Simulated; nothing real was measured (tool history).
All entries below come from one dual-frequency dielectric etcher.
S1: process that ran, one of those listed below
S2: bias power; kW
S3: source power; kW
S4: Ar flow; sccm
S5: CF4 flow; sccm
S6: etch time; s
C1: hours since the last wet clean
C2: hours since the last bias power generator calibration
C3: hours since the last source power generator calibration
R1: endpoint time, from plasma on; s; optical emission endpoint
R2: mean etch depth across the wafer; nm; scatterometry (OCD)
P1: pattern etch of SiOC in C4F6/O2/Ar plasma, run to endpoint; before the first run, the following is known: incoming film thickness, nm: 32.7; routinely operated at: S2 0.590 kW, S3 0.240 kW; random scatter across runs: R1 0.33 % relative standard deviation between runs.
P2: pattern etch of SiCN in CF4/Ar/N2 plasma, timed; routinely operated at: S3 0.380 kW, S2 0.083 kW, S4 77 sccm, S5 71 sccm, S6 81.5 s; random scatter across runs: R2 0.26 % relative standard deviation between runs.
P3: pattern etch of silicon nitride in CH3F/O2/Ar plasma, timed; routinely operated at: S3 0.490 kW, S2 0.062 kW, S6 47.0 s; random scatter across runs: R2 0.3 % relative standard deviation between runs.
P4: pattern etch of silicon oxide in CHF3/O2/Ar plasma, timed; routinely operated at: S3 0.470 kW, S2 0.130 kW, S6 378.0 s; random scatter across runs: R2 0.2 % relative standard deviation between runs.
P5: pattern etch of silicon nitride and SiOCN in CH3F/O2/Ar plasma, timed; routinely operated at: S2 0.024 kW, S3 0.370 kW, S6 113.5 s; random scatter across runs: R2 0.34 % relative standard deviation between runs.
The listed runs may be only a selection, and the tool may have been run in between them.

run	hour	S1	S2	S3	S4	S5	S6	C1	C2	C3	R1	R2
1	6.4	P1	0.590	0.240				351.1	2690.8	2627.3	12.341	
2	15.8	P2	0.083	0.380	55	71	81.5	360.5	2700.2	2636.7		69.9430
3	23.8	P3	0.062	0.490			47.0	368.5	2708.2	2644.7		33.2460
4	30.9	P2	0.062	0.380	77	71	81.5	375.6	2715.3	2651.8		61.0050
5	40.2	P5	0.024	0.370			74.5	384.9	2724.6	2661.1		9.8667
6	46.4	P4	0.130	0.310			378.0	391.1	2730.8	2667.3		522.7600
7	53.9	P1	0.590	0.240				398.6	2738.3	2674.8	12.343	
8	65.5	P2	0.083	0.210	77	71	81.5	410.2	2749.9	2686.4		40.0820
9	73.5	P5	0.024	0.370			113.5	418.2	2757.9	2694.4		15.0320
10	78.6	P1	0.365	0.180				423.3	2763.0	2699.5	16.362	
11	84.1	P3	0.062	0.490			27.5	428.8	2768.5	2705.0		19.4600
12	94.8	P1	0.590	0.140				439.5	2779.2	2715.7	14.850	
13	100.2	P1	0.590	0.240				444.9	2784.6	2721.1	12.378	
14	111.7	P4	0.130	0.470			378.0	456.4	2796.1	2732.6		614.7900
15	118.0	P1	0.450	0.240				462.7	2802.4	2738.9	13.604	
16	123.2	P5	0.024	0.370			113.5	467.9	2807.6	2744.1		15.0480
17	134.7	P2	0.083	0.380	77	71	81.5	479.4	2819.1	2755.6		67.2660
18	141.8	P5	0.031	0.370			113.5	486.5	2826.2	2762.7		16.8870
19	153.2	P2	0.083	0.380	77	71	81.5	497.9	2837.6	2774.1		67.0610
20	159.7	P5	0.024	0.470			113.5	504.4	2844.1	2780.6		16.2370
21	170.8	P1	0.590	0.290				515.5	2855.2	2791.7	11.475	
22	182.6	P2	0.083	0.380	77	71	104.5	527.3	2867.0	2803.5		86.2150
23	192.2	P4	0.130	0.470			208.0	536.9	2876.6	2813.1		337.8200
24	198.6	P4	0.130	0.470			378.0	543.3	2883.0	2819.5		614.9000
25	209.3	P1	0.590	0.240				554.0	2893.7	2830.2	12.367	
26	217.9	P1	0.590	0.240				562.6	2902.3	2838.8	12.348	
27	224.7	P4	0.159	0.470			378.0	569.4	2909.1	2845.6		657.9800

Expected results for the next run?
28	236.4	P3	0.081	0.490			47.0	581.1	2920.8	2857.3		?

{"run 28": {"R2": 36.509}}
